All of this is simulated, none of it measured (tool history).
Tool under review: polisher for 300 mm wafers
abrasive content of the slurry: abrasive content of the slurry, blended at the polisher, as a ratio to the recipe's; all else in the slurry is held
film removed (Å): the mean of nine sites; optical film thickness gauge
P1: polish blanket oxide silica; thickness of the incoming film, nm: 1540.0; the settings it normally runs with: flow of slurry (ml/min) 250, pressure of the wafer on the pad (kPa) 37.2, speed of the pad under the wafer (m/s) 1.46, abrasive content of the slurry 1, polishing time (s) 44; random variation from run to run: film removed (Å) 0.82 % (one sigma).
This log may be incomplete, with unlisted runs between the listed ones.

run   hour  flow of slurry (ml/min)  pressure of the wafer on the pad (kPa)  speed of the pad under the wafer (m/s)  abrasive content of the slurry  polishing time (s)  wafers polished on this pad  hours since the slurry nozzle was cleaned  hours since the head pressure was calibrated  hours since the slurry blender was calibrated  hours since the conditioning disc was replaced  film removed (Å)
  1    7.5                      250                                    37.2                                    1.46                               1                  44                          499                                      626.6                                           431                                          158.5                                            46.3            2573.5
  2   19.5                      250                                    37.2                                    0.78                               1                  44                          621                                      638.6                                           443                                          170.5                                            58.3            1549.4
  3     26                      250                                    37.2                                    1.46                               1                  44                          687                                      645.1                                         449.5                                            177                                            64.8            2575.9
      30.6  -- head pressure recalibrated
  4   34.3                      250                                    37.2                                    1.46                               1                  65                          771                                      653.4                                           3.7                                          185.3                                            73.1              3769
  5   48.3                      250                                    37.2                                     2.3                               1                  44                          914                                      667.4                                          17.7                                          199.3                                            87.1            3689.9
  6   54.5                      150                                    37.2                                    1.46                               1                  44                          977                                      673.6                                          23.9                                          205.5                                            93.3            2377.1
  7     61                      250                                    37.2                                    1.46                               1                  44                         1043                                      680.1                                          30.4                                            212                                            99.8            2567.2
  8   68.1                      250                                    37.2                                    1.46                               1                  44                         1115                                      687.2                                          37.5                                          219.1                                           106.9            2556.9
  9   74.3                      250                                    37.2                                    1.46                               1                  44                         1178                                      693.4                                          43.7                                          225.3                                           113.1            2566.9
 10   80.6                      250                                    37.2                                    1.46                               1                  44                         1242                                      699.7                                            50                                          231.6                                           119.4            2559.7
 11   90.8                      250                                    24.1                                     0.7                               1                  44                         1346                                      709.9                                          60.2                                          241.8                                           129.6            921.84
 12  101.7                      250                                    54.5                                    1.46                               1                  44                         1457                                      720.8                                          71.1                                          252.7                                           140.5            3722.8
 13  110.8                      315                                    37.2                                    1.46                               1                  44                         1550                                      729.9                                          80.2                                          261.8                                           149.6            2596.4

Run 14, settings as shown, results not yet in. Your forecast:
 14  119.6                      250                                    37.2                                    1.46                               1                  23                         1639                                      738.7                                            89                                          270.6                                           158.4                 ?

Run 14 yielded film removed (Å) 1333.9.
